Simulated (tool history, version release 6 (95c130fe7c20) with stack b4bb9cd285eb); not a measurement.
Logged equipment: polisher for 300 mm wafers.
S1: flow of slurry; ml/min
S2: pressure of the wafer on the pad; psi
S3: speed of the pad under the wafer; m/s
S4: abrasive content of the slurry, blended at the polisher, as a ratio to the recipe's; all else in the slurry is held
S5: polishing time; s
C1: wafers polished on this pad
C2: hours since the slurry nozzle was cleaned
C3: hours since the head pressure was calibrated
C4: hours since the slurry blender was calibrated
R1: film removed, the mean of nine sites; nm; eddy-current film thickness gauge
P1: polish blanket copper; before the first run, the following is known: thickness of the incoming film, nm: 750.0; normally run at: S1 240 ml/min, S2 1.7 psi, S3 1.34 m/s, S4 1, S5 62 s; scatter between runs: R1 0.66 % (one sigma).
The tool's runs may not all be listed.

run 1 hour=4.6 | S1=240 S2=1.7 S3=1.34 S4=1 S5=62 | C1=402 C2=359.4 C3=863.9 C4=247.5 | R1=129.76
run 2 hour=9.5 | S1=240 S2=1.7 S3=0.86 S4=1 S5=62 | C1=454 C2=364.3 C3=868.8 C4=252.4 | R1=82.723
run 3 hour=16.8 | S1=240 S2=1.7 S3=1.34 S4=1 S5=62 | C1=533 C2=371.6 C3=876.1 C4=259.7 | R1=131.05
run 4 hour=23 | S1=145 S2=1.7 S3=1.34 S4=1 S5=62 | C1=599 C2=377.8 C3=882.3 C4=265.9 | R1=121.98
-- hour=24.7 head pressure recalibrated
run 5 hour=30.7 | S1=240 S2=1.7 S3=1.34 S4=0.5 S5=62 | C1=682 C2=385.5 C3=6 C4=273.6 | R1=112.15
run 6 hour=36.5 | S1=165 S2=1.7 S3=1.96 S4=1 S5=62 | C1=744 C2=391.3 C3=11.8 C4=279.4 | R1=183.81
run 7 hour=41.7 | S1=320 S2=1.7 S3=1.34 S4=1 S5=41 | C1=799 C2=396.5 C3=17 C4=284.6 | R1=88.626
run 8 hour=46.1 | S1=240 S2=1.7 S3=1.34 S4=1.35 S5=62 | C1=847 C2=400.9 C3=21.4 C4=289 | R1=138.87
run 9 hour=51.4 | S1=340 S2=1.7 S3=1.34 S4=1 S5=62 | C1=903 C2=406.2 C3=26.7 C4=294.3 | R1=133.62
run 10 hour=57.2 | S1=240 S2=1.7 S3=1.34 S4=1 S5=41 | C1=966 C2=412 C3=32.5 C4=300.1 | R1=85.761
run 11 hour=66.7 | S1=240 S2=1.7 S3=1.34 S4=0.8 S5=91 | C1=1067 C2=421.5 C3=42 C4=309.6 | R1=182.77
run 12 hour=73.9 | S1=240 S2=1.7 S3=1.34 S4=1 S5=62 | C1=1145 C2=428.7 C3=49.2 C4=316.8 | R1=128.54
run 13 hour=83.6 | S1=240 S2=1.2 S3=1.34 S4=1 S5=62 | C1=1249 C2=438.4 C3=58.9 C4=326.5 | R1=90.952
run 14 hour=88.1 | S1=240 S2=1.7 S3=1.34 S4=1 S5=62 | C1=1297 C2=442.9 C3=63.4 C4=331 | R1=130.38
run 15 hour=97.1 | S1=240 S2=1.7 S3=2.1 S4=1 S5=62 | C1=1393 C2=451.9 C3=72.4 C4=340 | R1=204.25
run 16 hour=105.5 | S1=240 S2=1.7 S3=1.34 S4=1 S5=97 | C1=1483 C2=460.3 C3=80.8 C4=348.4 | R1=206.08
run 17 hour=110.3 | S1=240 S2=1.7 S3=1.34 S4=1 S5=62 | C1=1535 C2=465.1 C3=85.6 C4=353.2 | R1=131.82
run 18 hour=116.4 | S1=240 S2=2.3 S3=1.34 S4=1 S5=62 | C1=1600 C2=471.2 C3=91.7 C4=359.3 | R1=177.11
run 19 hour=121.1 | S1=240 S2=1.7 S3=1.34 S4=1 S5=62 | C1=1651 C2=475.9 C3=96.4 C4=364 | R1=131.34
run 20 hour=129.3 | S1=240 S2=1.7 S3=1.34 S4=1 S5=62 | C1=1739 C2=484.1 C3=104.6 C4=372.2 | R1=127.52
run 21 hour=136 | S1=240 S2=1.7 S3=1.34 S4=1 S5=62 | C1=1810 C2=490.8 C3=111.3 C4=378.9 | R1=127.53
run 22 hour=143.1 | S1=240 S2=1.7 S3=1.34 S4=1 S5=62 | C1=1886 C2=497.9 C3=118.4 C4=386 | R1=126.21
run 23 hour=147.7 | S1=240 S2=1.7 S3=1.34 S4=1 S5=62 | C1=1936 C2=502.5 C3=123 C4=390.6 | R1=125.28
-- hour=152.8 head pressure recalibrated
run 24 hour=153.9 | S1=240 S2=1.7 S3=1.34 S4=1 S5=62 | C1=2002 C2=508.7 C3=1.2 C4=396.8 | R1=124.09
run 25 hour=159 | S1=240 S2=1.7 S3=1.34 S4=1 S5=62 | C1=2057 C2=513.8 C3=6.3 C4=401.9 | R1=123.9
-- hour=161.9 worn pad replaced by a new one
run 26 hour=165.8 | S1=240 S2=1.7 S3=1.34 S4=1 S5=62 | C1=42 C2=520.6 C3=13.1 C4=408.7 | R1=125.48
run 27 hour=171.2 | S1=240 S2=1.7 S3=1.34 S4=1 S5=62 | C1=100 C2=526 C3=18.5 C4=414.1 | R1=123.12
run 28 hour=180 | S1=240 S2=1.7 S3=1.34 S4=1 S5=62 | C1=194 C2=534.8 C3=27.3 C4=422.9 | R1=124.14
run 29 hour=185.5 | S1=240 S2=1.7 S3=1.34 S4=1 S5=62 | C1=253 C2=540.3 C3=32.8 C4=428.4 | R1=123.46
run 30 hour=194.3 | S1=240 S2=1.7 S3=1.34 S4=1 S5=62 | C1=348 C2=549.1 C3=41.6 C4=437.2 | R1=123.24

Something has made what P1 gives creep away from where it was; the 2 causes below, each at its own stated size, fit the log equally well:
A: abrasive missing from the slurry, % = 21.3
B: slurry flow missing at the pad, % = 31.6
Onset of the creep was near hour 121.1.
Why every other cause is out:
removal rate lost through wear of the pad, %: was serviced at hour 161.9, once the creep was under way, yet the earlier output never came back
head's pressure below its setpoint, %: was serviced at hour 152.8, once the creep was under way, yet the earlier output never came back

Which of the 4 check runs listed below, each an average over 3 wafers with its results shown as question marks, gives clearly different results under the different listed causes?
run check 1 hour=203.1 | S1=240 S2=1.7 S3=1.34 S4=0.55 S5=80 | R1=?
run check 2 hour=203.1 | S1=240 S2=1.7 S3=0.9 S4=1 S5=62 | R1=?
run check 3 hour=203.1 | S1=150 S2=1.7 S3=1.6 S4=1 S5=62 | R1=?
run check 4 hour=203.1 | S1=240 S2=1.7 S3=1.92 S4=0.8 S5=62 | R1=?

What each check would give under each cause:
check=check_1 result=R1 if_A=141.4 if_B=140.86
check=check_2 result=R1 if_A=82.958 if_B=82.956
check=check_3 result=R1 if_A=138.13 if_B=134.38
check=check_4 result=R1 if_A=169.06 if_B=168.82
Smallest distance between any two causes, each pair judged by its most separating result, in per cent: check 1 0.38 %; check 2 0 %; check 3 2.75 %; check 4 0.14 %
Check 3 is the one run that separates the causes; every other check would come out nearly the same whichever cause is at work.

Check 3 has now been run. It gave: R1 138.16 nm. Which of the candidate causes is it?

It was cause A: abrasive missing from the slurry, %.
